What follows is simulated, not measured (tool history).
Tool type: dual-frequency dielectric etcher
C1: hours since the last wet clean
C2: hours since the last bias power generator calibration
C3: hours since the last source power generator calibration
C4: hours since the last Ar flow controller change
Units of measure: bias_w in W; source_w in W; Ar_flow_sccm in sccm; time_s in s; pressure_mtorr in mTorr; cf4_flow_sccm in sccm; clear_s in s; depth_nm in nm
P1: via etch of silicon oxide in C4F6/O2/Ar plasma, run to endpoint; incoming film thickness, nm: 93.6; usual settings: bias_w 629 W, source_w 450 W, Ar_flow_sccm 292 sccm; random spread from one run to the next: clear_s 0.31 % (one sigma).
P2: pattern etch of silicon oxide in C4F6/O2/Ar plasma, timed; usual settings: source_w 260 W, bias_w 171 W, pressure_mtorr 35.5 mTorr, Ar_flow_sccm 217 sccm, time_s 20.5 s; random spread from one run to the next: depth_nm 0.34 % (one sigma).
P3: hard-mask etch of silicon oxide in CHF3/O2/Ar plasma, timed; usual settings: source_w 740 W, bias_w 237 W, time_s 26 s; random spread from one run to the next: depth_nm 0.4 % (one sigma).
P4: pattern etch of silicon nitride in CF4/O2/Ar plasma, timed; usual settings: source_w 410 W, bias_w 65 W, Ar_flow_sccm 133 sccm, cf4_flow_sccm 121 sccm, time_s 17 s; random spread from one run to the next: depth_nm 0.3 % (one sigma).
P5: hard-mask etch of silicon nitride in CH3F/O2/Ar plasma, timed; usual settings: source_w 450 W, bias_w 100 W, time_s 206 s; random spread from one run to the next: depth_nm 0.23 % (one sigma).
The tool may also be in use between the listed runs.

run 1 hour=3.5 | process=P1 bias_w=629 source_w=450 Ar_flow_sccm=292 | C1=219.3 C2=1563.1 C3=2996.2 C4=1314.2 | clear_s=18.367
run 2 hour=11.3 | process=P3 bias_w=237 source_w=740 time_s=19 | C1=227.1 C2=1570.9 C3=3004 C4=1322 | depth_nm=45.951
run 3 hour=18 | process=P1 bias_w=818 source_w=450 Ar_flow_sccm=352 | C1=233.8 C2=1577.6 C3=3010.7 C4=1328.7 | clear_s=16.872
run 4 hour=22.7 | process=P1 bias_w=629 source_w=450 Ar_flow_sccm=169 | C1=238.5 C2=1582.3 C3=3015.4 C4=1333.4 | clear_s=17.278
-- hour=25.3 wet clean of the chamber
run 5 hour=27.4 | process=P2 bias_w=171 source_w=160 Ar_flow_sccm=217 time_s=20.5 pressure_mtorr=35.5 | C1=2.2 C2=1587 C3=3020.1 C4=1338.1 | depth_nm=46.314
run 6 hour=34.1 | process=P1 bias_w=629 source_w=450 Ar_flow_sccm=292 | C1=8.9 C2=1593.7 C3=3026.8 C4=1344.8 | clear_s=18.293
run 7 hour=38 | process=P3 bias_w=237 source_w=740 time_s=26 | C1=12.8 C2=1597.6 C3=3030.7 C4=1348.7 | depth_nm=63.25
run 8 hour=43 | process=P1 bias_w=629 source_w=580 Ar_flow_sccm=292 | C1=17.8 C2=1602.6 C3=3035.7 C4=1353.7 | clear_s=16.646
run 9 hour=49.9 | process=P2 bias_w=171 source_w=260 Ar_flow_sccm=217 time_s=20.5 pressure_mtorr=45 | C1=24.7 C2=1609.5 C3=3042.6 C4=1360.6 | depth_nm=54.593
run 10 hour=56.7 | process=P2 bias_w=171 source_w=260 Ar_flow_sccm=217 time_s=20.5 pressure_mtorr=35.5 | C1=31.5 C2=1616.3 C3=3049.4 C4=1367.4 | depth_nm=55.513
run 11 hour=63 | process=P3 bias_w=142 source_w=740 time_s=26 | C1=37.8 C2=1622.6 C3=3055.7 C4=1373.7 | depth_nm=53.339
run 12 hour=67.8 | process=P2 bias_w=171 source_w=260 Ar_flow_sccm=283 time_s=20.5 pressure_mtorr=35.5 | C1=42.6 C2=1627.4 C3=3060.5 C4=1378.5 | depth_nm=54.368
run 13 hour=73.8 | process=P1 bias_w=629 source_w=450 Ar_flow_sccm=292 | C1=48.6 C2=1633.4 C3=3066.5 C4=1384.5 | clear_s=18.353
run 14 hour=79.2 | process=P1 bias_w=891 source_w=450 Ar_flow_sccm=292 | C1=54 C2=1638.8 C3=3071.9 C4=1389.9 | clear_s=15.965
run 15 hour=84.4 | process=P2 bias_w=241 source_w=260 Ar_flow_sccm=217 time_s=20.5 pressure_mtorr=35.5 | C1=59.2 C2=1644 C3=3077.1 C4=1395.1 | depth_nm=63.137
run 16 hour=89.5 | process=P1 bias_w=629 source_w=300 Ar_flow_sccm=292 | C1=64.3 C2=1649.1 C3=3082.2 C4=1400.2 | clear_s=21.197
run 17 hour=93.9 | process=P1 bias_w=629 source_w=450 Ar_flow_sccm=292 | C1=68.7 C2=1653.5 C3=3086.6 C4=1404.6 | clear_s=18.437
run 18 hour=98.7 | process=P4 bias_w=65 source_w=410 Ar_flow_sccm=176 time_s=17 cf4_flow_sccm=121 | C1=73.5 C2=1658.3 C3=3091.4 C4=1409.4 | depth_nm=28.856
run 19 hour=103 | process=P1 bias_w=629 source_w=450 Ar_flow_sccm=292 | C1=77.8 C2=1662.6 C3=3095.7 C4=1413.7 | clear_s=18.212
run 20 hour=108.4 | process=P4 bias_w=65 source_w=410 Ar_flow_sccm=133 time_s=11.5 cf4_flow_sccm=121 | C1=83.2 C2=1668 C3=3101.1 C4=1419.1 | depth_nm=20.2
run 21 hour=113.1 | process=P4 bias_w=65 source_w=250 Ar_flow_sccm=133 time_s=17 cf4_flow_sccm=121 | C1=87.9 C2=1672.7 C3=3105.8 C4=1423.8 | depth_nm=19.578
run 22 hour=120.3 | process=P5 bias_w=100 source_w=450 time_s=296.5 | C1=95.1 C2=1679.9 C3=3113 C4=1431 | depth_nm=240.9
run 23 hour=124.3 | process=P3 bias_w=237 source_w=740 time_s=26 | C1=99.1 C2=1683.9 C3=3117 C4=1435 | depth_nm=63.184
run 24 hour=128.5 | process=P1 bias_w=629 source_w=340 Ar_flow_sccm=182 | C1=103.3 C2=1688.1 C3=3121.2 C4=1439.2 | clear_s=19.272
run 25 hour=132.4 | process=P3 bias_w=237 source_w=970 time_s=26 | C1=107.2 C2=1692 C3=3125.1 C4=1443.1 | depth_nm=69.783
run 26 hour=139.1 | process=P1 bias_w=417 source_w=450 Ar_flow_sccm=185 | C1=113.9 C2=1698.7 C3=3131.8 C4=1449.8 | clear_s=20.316
run 27 hour=147 | process=P1 bias_w=399 source_w=450 Ar_flow_sccm=292 | C1=121.8 C2=1706.6 C3=3139.7 C4=1457.7 | clear_s=21.675
run 28 hour=152.3 | process=P5 bias_w=69 source_w=450 time_s=206 | C1=127.1 C2=1711.9 C3=3145 C4=1463 | depth_nm=146.51
run 29 hour=156.5 | process=P4 bias_w=85 source_w=410 Ar_flow_sccm=133 time_s=17 cf4_flow_sccm=121 | C1=131.3 C2=1716.1 C3=3149.2 C4=1467.2 | depth_nm=33.194
run 30 hour=160.5 | process=P4 bias_w=65 source_w=410 Ar_flow_sccm=133 time_s=17 cf4_flow_sccm=121 | C1=135.3 C2=1720.1 C3=3153.2 C4=1471.2 | depth_nm=29.728
run 31 hour=167 | process=P1 bias_w=629 source_w=450 Ar_flow_sccm=389 | C1=141.8 C2=1726.6 C3=3159.7 C4=1477.7 | clear_s=19.02
run 32 hour=174.8 | process=P5 bias_w=100 source_w=450 time_s=206 | C1=149.6 C2=1734.4 C3=3167.5 C4=1485.5 | depth_nm=166.64
run 33 hour=178.9 | process=P2 bias_w=171 source_w=260 Ar_flow_sccm=217 time_s=11.5 pressure_mtorr=35.5 | C1=153.7 C2=1738.5 C3=3171.6 C4=1489.6 | depth_nm=31.364
run 34 hour=182.9 | process=P4 bias_w=65 source_w=410 Ar_flow_sccm=133 time_s=17 cf4_flow_sccm=145 | C1=157.7 C2=1742.5 C3=3175.6 C4=1493.6 | depth_nm=30.353
run 35 hour=189.9 | process=P2 bias_w=171 source_w=260 Ar_flow_sccm=217 time_s=20.5 pressure_mtorr=35.5 | C1=164.7 C2=1749.5 C3=3182.6 C4=1500.6 | depth_nm=56.173
run 36 hour=195.3 | process=P5 bias_w=100 source_w=350 time_s=206 | C1=170.1 C2=1754.9 C3=3188 C4=1506 | depth_nm=152.59
run 37 hour=199.4 | process=P4 bias_w=65 source_w=410 Ar_flow_sccm=133 time_s=17 cf4_flow_sccm=121 | C1=174.2 C2=1759 C3=3192.1 C4=1510.1 | depth_nm=29.884
run 38 hour=205.1 | process=P1 bias_w=629 source_w=450 Ar_flow_sccm=292 | C1=179.9 C2=1764.7 C3=3197.8 C4=1515.8 | clear_s=18.329
run 39 hour=212.7 | process=P1 bias_w=629 source_w=450 Ar_flow_sccm=292 | C1=187.5 C2=1772.3 C3=3205.4 C4=1523.4 | clear_s=18.477
run 40 hour=216.9 | process=P1 bias_w=629 source_w=450 Ar_flow_sccm=292 | C1=191.7 C2=1776.5 C3=3209.6 C4=1527.6 | clear_s=18.525
-- hour=219.8 Ar flow controller replaced
run 41 hour=221.1 | process=P1 bias_w=629 source_w=450 Ar_flow_sccm=292 | C1=195.9 C2=1780.7 C3=3213.8 C4=1.4 | clear_s=18.555
run 42 hour=228.4 | process=P1 bias_w=629 source_w=450 Ar_flow_sccm=292 | C1=203.2 C2=1788 C3=3221.1 C4=8.7 | clear_s=18.504
-- hour=231.6 wet clean of the chamber
run 43 hour=232.9 | process=P1 bias_w=629 source_w=450 Ar_flow_sccm=292 | C1=1.3 C2=1792.5 C3=3225.6 C4=13.2 | clear_s=18.572
run 44 hour=238.9 | process=P1 bias_w=629 source_w=450 Ar_flow_sccm=292 | C1=7.3 C2=1798.5 C3=3231.6 C4=19.2 | clear_s=18.485
run 45 hour=245.9 | process=P1 bias_w=629 source_w=450 Ar_flow_sccm=292 | C1=14.3 C2=1805.5 C3=3238.6 C4=26.2 | clear_s=18.517

What P1 gives has crept away from where it was. These 2 causes fit the log equally well, each at the size given:
A: source power that arrives under what is set, % = 4.13
B: bias power that arrives under what is set, % = 3.95
The creep began at about hour 205.1.
Excluded causes, each with its reason:
chamber walls in a state that lowers the etch rate, %: serviced at hour 231.6, after the drift had started, without restoring the earlier output
Ar flow that arrives over what is set, %: serviced at hour 219.8, after the drift had started, without restoring the earlier output

You are offered 4 check runs, listed below with question marks in place of their results; each one averages 2 wafers. Which run separates the listed causes by giving clearly different results for each?
run check 1 hour=252.9 | process=P5 bias_w=100 source_w=450 time_s=206 | depth_nm=?
run check 2 hour=252.9 | process=P2 bias_w=171 source_w=260 Ar_flow_sccm=217 time_s=20.5 pressure_mtorr=35.5 | depth_nm=?
run check 3 hour=252.9 | process=P4 bias_w=65 source_w=410 Ar_flow_sccm=133 time_s=17 cf4_flow_sccm=121 | depth_nm=?
run check 4 hour=252.9 | process=P3 bias_w=237 source_w=740 time_s=26 | depth_nm=?

What every check run would give for each of its results, assuming each possible cause in turn:
check=check_1 result=depth_nm if_A=164.31 if_B=164.48
check=check_2 result=depth_nm if_A=55.049 if_B=55.235
check=check_3 result=depth_nm if_A=28.759 if_B=29.346
check=check_4 result=depth_nm if_A=62.265 if_B=62.384
Distance between the nearest two causes, measured in the result of the check that separates them most: check 1 0.11 %; check 2 0.34 %; check 3 2.02 %; check 4 0.19 %
The other checks would show nearly matching results whichever cause is true, so check 3 is the only one that separates the causes.

Check 3 has now been run. It gave: depth_nm 28.809 nm. Which of the candidate causes is it?

It is A: source power that arrives under what is set, %.
